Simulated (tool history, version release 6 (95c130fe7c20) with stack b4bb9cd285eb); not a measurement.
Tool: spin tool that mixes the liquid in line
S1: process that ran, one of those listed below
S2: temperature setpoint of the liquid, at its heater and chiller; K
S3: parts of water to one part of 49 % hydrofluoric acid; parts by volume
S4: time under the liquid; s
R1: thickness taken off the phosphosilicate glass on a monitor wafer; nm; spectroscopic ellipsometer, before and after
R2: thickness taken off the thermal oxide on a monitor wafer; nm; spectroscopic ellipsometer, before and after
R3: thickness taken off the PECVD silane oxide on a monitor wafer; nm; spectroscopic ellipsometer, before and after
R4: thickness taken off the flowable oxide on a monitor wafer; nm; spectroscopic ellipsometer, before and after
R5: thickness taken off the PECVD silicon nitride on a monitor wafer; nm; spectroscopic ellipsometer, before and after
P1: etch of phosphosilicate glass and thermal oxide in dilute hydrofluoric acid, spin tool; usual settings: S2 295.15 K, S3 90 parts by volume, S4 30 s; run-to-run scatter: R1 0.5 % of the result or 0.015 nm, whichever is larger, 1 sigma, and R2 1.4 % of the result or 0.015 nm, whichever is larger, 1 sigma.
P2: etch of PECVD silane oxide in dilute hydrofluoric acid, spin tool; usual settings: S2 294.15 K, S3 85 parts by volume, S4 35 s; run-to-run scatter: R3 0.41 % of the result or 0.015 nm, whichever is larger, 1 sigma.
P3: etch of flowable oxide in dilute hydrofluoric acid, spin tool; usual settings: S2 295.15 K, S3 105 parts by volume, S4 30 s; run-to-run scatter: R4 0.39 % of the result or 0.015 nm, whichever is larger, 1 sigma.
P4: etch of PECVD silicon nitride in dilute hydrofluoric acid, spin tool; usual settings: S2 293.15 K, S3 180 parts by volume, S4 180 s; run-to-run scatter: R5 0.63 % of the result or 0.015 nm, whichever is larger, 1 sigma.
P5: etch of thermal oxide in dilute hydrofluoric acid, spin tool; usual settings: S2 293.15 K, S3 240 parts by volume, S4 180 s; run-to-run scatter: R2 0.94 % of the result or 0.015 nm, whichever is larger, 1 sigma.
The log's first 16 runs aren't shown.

run 17 hour=129.8 | S1=P1 S2=295.15 S3=90 S4=15 | R1=15.688 R2=0.72136
run 18 hour=136.1 | S1=P1 S2=295.15 S3=90 S4=50 | R1=52.209 R2=2.37670
run 19 hour=142.0 | S1=P4 S2=293.15 S3=180 S4=180 | R5=3.8544
run 20 hour=151.3 | S1=P2 S2=294.15 S3=85 S4=35 | R3=7.4859
run 21 hour=158.6 | S1=P3 S2=295.15 S3=105 S4=50 | R4=12.7350
run 22 hour=165.3 | S1=P1 S2=290.65 S3=90 S4=30 | R1=26.081 R2=1.20240
run 23 hour=169.9 | S1=P1 S2=290.15 S3=90 S4=15 | R1=12.630 R2=0.57785
run 24 hour=174.7 | S1=P3 S2=295.15 S3=55 S4=30 | R4=15.5780
run 25 hour=183.5 | S1=P1 S2=295.15 S3=40 S4=30 | R1=74.928 R2=3.46780
run 26 hour=191.1 | S1=P5 S2=290.15 S3=240 S4=180 | R2=2.26380
run 27 hour=196.9 | S1=P4 S2=293.15 S3=110 S4=180 | R5=6.2741
run 28 hour=203.1 | S1=P3 S2=295.15 S3=105 S4=30 | R4=7.6548
run 29 hour=212.2 | S1=P1 S2=290.15 S3=90 S4=60 | R1=51.033 R2=2.38160

The next listed run, before its measurement:
run 30 hour=222.0 | S1=P5 S2=293.15 S3=240 S4=180 | R2=?

R2: 2.50560 nm
